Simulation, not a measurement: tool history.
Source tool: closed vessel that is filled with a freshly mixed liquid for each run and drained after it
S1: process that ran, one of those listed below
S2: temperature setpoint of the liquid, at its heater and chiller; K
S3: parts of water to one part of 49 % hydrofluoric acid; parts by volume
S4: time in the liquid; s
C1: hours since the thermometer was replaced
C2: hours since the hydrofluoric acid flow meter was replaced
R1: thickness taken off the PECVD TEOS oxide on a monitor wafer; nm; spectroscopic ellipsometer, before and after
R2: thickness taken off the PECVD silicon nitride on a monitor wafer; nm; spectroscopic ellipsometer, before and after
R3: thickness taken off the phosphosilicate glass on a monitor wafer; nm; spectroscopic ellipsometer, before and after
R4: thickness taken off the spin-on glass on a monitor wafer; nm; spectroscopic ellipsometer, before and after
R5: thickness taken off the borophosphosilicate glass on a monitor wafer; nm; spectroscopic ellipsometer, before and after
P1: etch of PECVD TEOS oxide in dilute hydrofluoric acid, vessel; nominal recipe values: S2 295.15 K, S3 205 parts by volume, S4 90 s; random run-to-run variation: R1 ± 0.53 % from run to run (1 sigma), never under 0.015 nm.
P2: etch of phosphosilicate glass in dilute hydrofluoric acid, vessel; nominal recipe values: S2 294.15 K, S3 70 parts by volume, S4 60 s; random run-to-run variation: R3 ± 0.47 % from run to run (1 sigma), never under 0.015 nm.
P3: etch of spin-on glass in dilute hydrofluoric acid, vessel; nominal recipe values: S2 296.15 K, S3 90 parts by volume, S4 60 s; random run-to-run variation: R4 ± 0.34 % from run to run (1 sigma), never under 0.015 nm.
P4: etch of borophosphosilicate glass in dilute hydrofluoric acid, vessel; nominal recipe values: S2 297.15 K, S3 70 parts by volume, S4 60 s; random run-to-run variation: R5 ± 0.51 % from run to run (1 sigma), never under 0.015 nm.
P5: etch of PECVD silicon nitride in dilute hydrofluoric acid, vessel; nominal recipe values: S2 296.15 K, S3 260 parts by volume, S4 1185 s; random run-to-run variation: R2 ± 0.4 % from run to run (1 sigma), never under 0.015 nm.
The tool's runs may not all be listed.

| run | hour | S1 | S2 | S3 | S4 | C1 | C2 | R1 | R2 | R3 | R4 | R5 |
|---|---|---|---|---|---|---|---|---|---|---|---|---|
| 1 | 4.2 | P1 | 295.15 | 205 | 90 | 490.3 | 579.4 | 6.7691 |  |  |  |  |
| 2 | 10.2 | P5 | 296.15 | 260 | 1185 | 496.3 | 585.4 |  | 7.0529 |  |  |  |
| 3 | 15.2 | P1 | 295.15 | 205 | 90 | 501.3 | 590.4 | 6.8030 |  |  |  |  |
| 4 | 22.8 | P2 | 294.15 | 70 | 60 | 508.9 | 598.0 |  |  | 84.092 |  |  |
| 5 | 27.0 | P1 | 295.15 | 205 | 90 | 513.1 | 602.2 | 6.8231 |  |  |  |  |
| 6 | 35.6 | P1 | 295.15 | 95 | 30 | 521.7 | 610.8 | 5.4954 |  |  |  |  |
| 7 | 40.2 | P5 | 296.15 | 445 | 1185 | 526.3 | 615.4 |  | 4.1442 |  |  |  |
| 8 | 44.9 | P2 | 290.15 | 70 | 60 | 531.0 | 620.1 |  |  | 70.579 |  |  |
| 9 | 49.0 | P1 | 295.15 | 205 | 90 | 535.1 | 624.2 | 6.7736 |  |  |  |  |
| 10 | 53.2 | P1 | 295.15 | 205 | 165 | 539.3 | 628.4 | 12.3800 |  |  |  |  |
| 11 | 60.3 | P3 | 296.15 | 90 | 30 | 546.4 | 635.5 |  |  |  | 14.235 |  |
| 12 | 67.9 | P5 | 290.15 | 260 | 1185 | 554.0 | 643.1 |  | 4.8402 |  |  |  |
|  | 70.1 | hydrofluoric acid flow meter replaced |
| 13 | 72.4 | P1 | 295.15 | 205 | 90 | 558.5 | 2.3 | 6.8219 |  |  |  |  |
| 14 | 77.3 | P1 | 301.65 | 205 | 90 | 563.4 | 7.2 | 8.5681 |  |  |  |  |
| 15 | 81.8 | P1 | 295.15 | 205 | 30 | 567.9 | 11.7 | 2.2640 |  |  |  |  |
| 16 | 90.2 | P2 | 294.15 | 70 | 30 | 576.3 | 20.1 |  |  | 42.255 |  |  |
| 17 | 98.5 | P3 | 296.15 | 90 | 60 | 584.6 | 28.4 |  |  |  | 28.351 |  |
| 18 | 105.0 | P3 | 290.15 | 90 | 60 | 591.1 | 34.9 |  |  |  | 22.194 |  |
| 19 | 114.0 | P1 | 295.15 | 330 | 90 | 600.1 | 43.9 | 3.7240 |  |  |  |  |
| 20 | 119.7 | P1 | 299.15 | 90 | 90 | 605.8 | 49.6 | 20.6030 |  |  |  |  |
| 21 | 125.8 | P1 | 295.15 | 60 | 90 | 611.9 | 55.7 | 27.1910 |  |  |  |  |
| 22 | 134.3 | P1 | 290.15 | 205 | 90 | 620.4 | 64.2 | 5.5458 |  |  |  |  |
| 23 | 141.6 | P4 | 290.15 | 70 | 60 | 627.7 | 71.5 |  |  |  |  | 35.370 |
| 24 | 145.6 | P2 | 294.15 | 35 | 60 | 631.7 | 75.5 |  |  | 176.100 |  |  |
| 25 | 151.7 | P4 | 297.15 | 110 | 60 | 637.8 | 81.6 |  |  |  |  | 28.797 |
| 26 | 160.3 | P5 | 296.15 | 260 | 1695 | 646.4 | 90.2 |  | 10.1150 |  |  |  |
| 27 | 167.5 | P5 | 296.15 | 260 | 1185 | 653.6 | 97.4 |  | 7.0732 |  |  |  |

What will run 28 give?
| 28 | 174.1 | P3 | 296.15 | 40 | 60 | 660.2 | 104.0 |  |  |  | ? |  |

Run 28 gave R4 67.960 nm.
